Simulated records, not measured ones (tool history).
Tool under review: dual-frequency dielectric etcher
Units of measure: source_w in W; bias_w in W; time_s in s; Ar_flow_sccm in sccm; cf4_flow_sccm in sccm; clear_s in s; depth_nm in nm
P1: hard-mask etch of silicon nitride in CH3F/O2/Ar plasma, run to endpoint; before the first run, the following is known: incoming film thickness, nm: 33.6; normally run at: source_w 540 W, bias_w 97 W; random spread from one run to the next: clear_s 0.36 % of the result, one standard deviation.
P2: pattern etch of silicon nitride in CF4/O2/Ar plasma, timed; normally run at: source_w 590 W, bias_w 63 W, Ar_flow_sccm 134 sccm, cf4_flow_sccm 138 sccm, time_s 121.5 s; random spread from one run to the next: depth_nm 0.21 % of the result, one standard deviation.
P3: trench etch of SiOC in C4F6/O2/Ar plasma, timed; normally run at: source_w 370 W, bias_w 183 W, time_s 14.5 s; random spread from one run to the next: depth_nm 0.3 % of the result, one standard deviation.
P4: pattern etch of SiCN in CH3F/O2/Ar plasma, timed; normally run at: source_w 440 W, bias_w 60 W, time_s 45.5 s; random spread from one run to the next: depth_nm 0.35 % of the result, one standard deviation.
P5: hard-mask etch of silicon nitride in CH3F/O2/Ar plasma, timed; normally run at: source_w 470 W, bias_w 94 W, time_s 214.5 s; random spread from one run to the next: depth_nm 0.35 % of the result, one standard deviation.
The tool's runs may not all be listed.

run,hour,process,source_w,bias_w,time_s,Ar_flow_sccm,cf4_flow_sccm,clear_s,depth_nm
1,5.9,P1,540,97,,,,38.5,
2,12.4,P4,340,60,45.5,,,,15.344
3,21.5,P5,470,94,140.5,,,,115.65
4,29.7,P5,470,94,214.5,,,,176.34
5,34.6,P2,590,63,121.5,134,163,,297.08
6,39.5,P4,440,60,33.5,,,,12.469
7,45.3,P3,370,183,14.5,,,,28.736
8,52,P3,370,145,14.5,,,,26.839
9,58.7,P2,590,63,181,134,138,,434.35
10,64.1,P2,740,63,121.5,134,138,,354.26
11,71.3,P1,540,97,,,,38.358,
12,81.2,P3,250,183,14.5,,,,24.867
13,87.1,P4,440,60,45.5,,,,17.021
14,97.1,P5,660,94,214.5,,,,199.36
15,102.5,P2,590,63,121.5,134,138,,291.54
16,111.9,P1,540,97,,,,38.573,
17,122.1,P5,470,76,214.5,,,,163.38
18,127.2,P1,540,79,,,,41.388,

Estimate the outcome of run 19 from the log above:
19,133.4,P1,540,97,,,,?,

{"run 19": {"clear_s": 38.643}}

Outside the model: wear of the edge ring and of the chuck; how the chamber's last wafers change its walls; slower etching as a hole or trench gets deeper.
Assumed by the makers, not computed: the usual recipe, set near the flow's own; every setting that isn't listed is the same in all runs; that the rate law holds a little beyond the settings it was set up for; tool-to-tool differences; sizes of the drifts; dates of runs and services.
